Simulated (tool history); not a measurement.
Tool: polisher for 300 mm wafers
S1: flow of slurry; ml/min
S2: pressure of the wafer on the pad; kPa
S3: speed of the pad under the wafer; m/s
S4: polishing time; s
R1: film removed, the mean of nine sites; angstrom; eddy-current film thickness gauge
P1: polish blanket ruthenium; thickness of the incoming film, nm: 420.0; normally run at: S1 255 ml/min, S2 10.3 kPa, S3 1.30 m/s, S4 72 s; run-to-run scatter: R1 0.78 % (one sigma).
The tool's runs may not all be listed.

{"run": 1, "hour": 5.3, "S1": 255, "S2": 10.3, "S3": 1.3, "S4": 72, "R1": 722.92}
{"run": 2, "hour": 13.2, "S1": 155, "S2": 10.3, "S3": 1.3, "S4": 72, "R1": 664.75}
{"run": 3, "hour": 22.3, "S1": 255, "S2": 6.2, "S3": 1.3, "S4": 95, "R1": 567.36}
{"run": 4, "hour": 30.7, "S1": 255, "S2": 15.9, "S3": 1.3, "S4": 72, "R1": 1121.3}
{"run": 5, "hour": 37.8, "S1": 255, "S2": 10.3, "S3": 1.3, "S4": 93, "R1": 937.55}
{"run": 6, "hour": 46.0, "S1": 255, "S2": 10.3, "S3": 0.7, "S4": 72, "R1": 390.72}
{"run": 7, "hour": 50.2, "S1": 255, "S2": 10.3, "S3": 1.3, "S4": 34, "R1": 340.89}
{"run": 8, "hour": 54.4, "S1": 255, "S2": 7.6, "S3": 1.3, "S4": 104, "R1": 763.01}
{"run": 9, "hour": 60.3, "S1": 345, "S2": 10.3, "S3": 1.3, "S4": 72, "R1": 750.93}
{"run": 10, "hour": 68.8, "S1": 255, "S2": 10.3, "S3": 1.3, "S4": 72, "R1": 721.82}
{"run": 11, "hour": 73.1, "S1": 255, "S2": 10.3, "S3": 1.3, "S4": 72, "R1": 724.6}
{"run": 12, "hour": 81.6, "S1": 255, "S2": 10.3, "S3": 1.3, "S4": 72, "R1": 728.9}
{"run": 13, "hour": 88.8, "S1": 255, "S2": 10.3, "S3": 1.3, "S4": 72, "R1": 726.07}
{"run": 14, "hour": 97.3, "S1": 365, "S2": 10.3, "S3": 2.0, "S4": 72, "R1": 1160.6}
{"run": 15, "hour": 102.6, "S1": 255, "S2": 10.3, "S3": 1.3, "S4": 72, "R1": 736.87}
{"run": 16, "hour": 107.6, "S1": 255, "S2": 10.3, "S3": 1.96, "S4": 72, "R1": 1092.6}
{"run": 17, "hour": 116.7, "S1": 255, "S2": 6.9, "S3": 1.3, "S4": 72, "R1": 483.27}
{"run": 18, "hour": 124.6, "S1": 255, "S2": 10.3, "S3": 1.3, "S4": 72, "R1": 717.75}
{"run": 19, "hour": 131.3, "S1": 255, "S2": 10.3, "S3": 1.3, "S4": 72, "R1": 702.16}
{"run": 20, "hour": 140.6, "S1": 255, "S2": 10.3, "S3": 1.3, "S4": 72, "R1": 692.19}
{"hour": 143.6, "done": "worn pad replaced by a new one"}
{"run": 21, "hour": 144.9, "S1": 255, "S2": 10.3, "S3": 1.3, "S4": 72, "R1": 691.77}
{"run": 22, "hour": 150.4, "S1": 255, "S2": 10.3, "S3": 1.3, "S4": 72, "R1": 680.87}
{"run": 23, "hour": 156.9, "S1": 255, "S2": 10.3, "S3": 1.3, "S4": 72, "R1": 687.03}
{"run": 24, "hour": 163.0, "S1": 255, "S2": 10.3, "S3": 1.3, "S4": 72, "R1": 683.59}

What P1 gives has crept away from where it was. These 2 causes fit the log equally well, each at the size given:
A: head's pressure below its setpoint, % = 6.06
B: slurry flow missing at the pad, % = 37.6
The creep began at about hour 124.6.
Why every other cause is out:
removal rate lost through wear of the pad, %: serviced at hour 143.6, which brought nothing back

4 check runs are offered, each on 3 wafers whose results are averaged, their results left as question marks. Which one tells the causes apart?
{"run": "check 1", "hour": 169.1, "S1": 255, "S2": 7.6, "S3": 1.3, "S4": 72, "R1": "?"}
{"run": "check 2", "hour": 169.1, "S1": 255, "S2": 15.9, "S3": 1.6, "S4": 72, "R1": "?"}
{"run": "check 3", "hour": 169.1, "S1": 160, "S2": 10.3, "S3": 1.3, "S4": 72, "R1": "?"}
{"run": "check 4", "hour": 169.1, "S1": 255, "S2": 12.4, "S3": 1.3, "S4": 72, "R1": "?"}

What each check would give under each cause:
check=check_1 result=R1 if_A=499.42 if_B=499.37
check=check_2 result=R1 if_A=1285.20 if_B=1285.10
check=check_3 result=R1 if_A=640.28 if_B=619.00
check=check_4 result=R1 if_A=817.23 if_B=817.16
How far apart the two closest causes lie, in the result that separates them most: check 1 0.01 %; check 2 0.01 %; check 3 3.38 %; check 4 0.01 %
Check 3 tells the causes apart: in the others they would give nearly the same result.

Check 3 was then run and gave: R1 642.16 angstrom. Which cause is it?

It is A: head's pressure below its setpoint, %.

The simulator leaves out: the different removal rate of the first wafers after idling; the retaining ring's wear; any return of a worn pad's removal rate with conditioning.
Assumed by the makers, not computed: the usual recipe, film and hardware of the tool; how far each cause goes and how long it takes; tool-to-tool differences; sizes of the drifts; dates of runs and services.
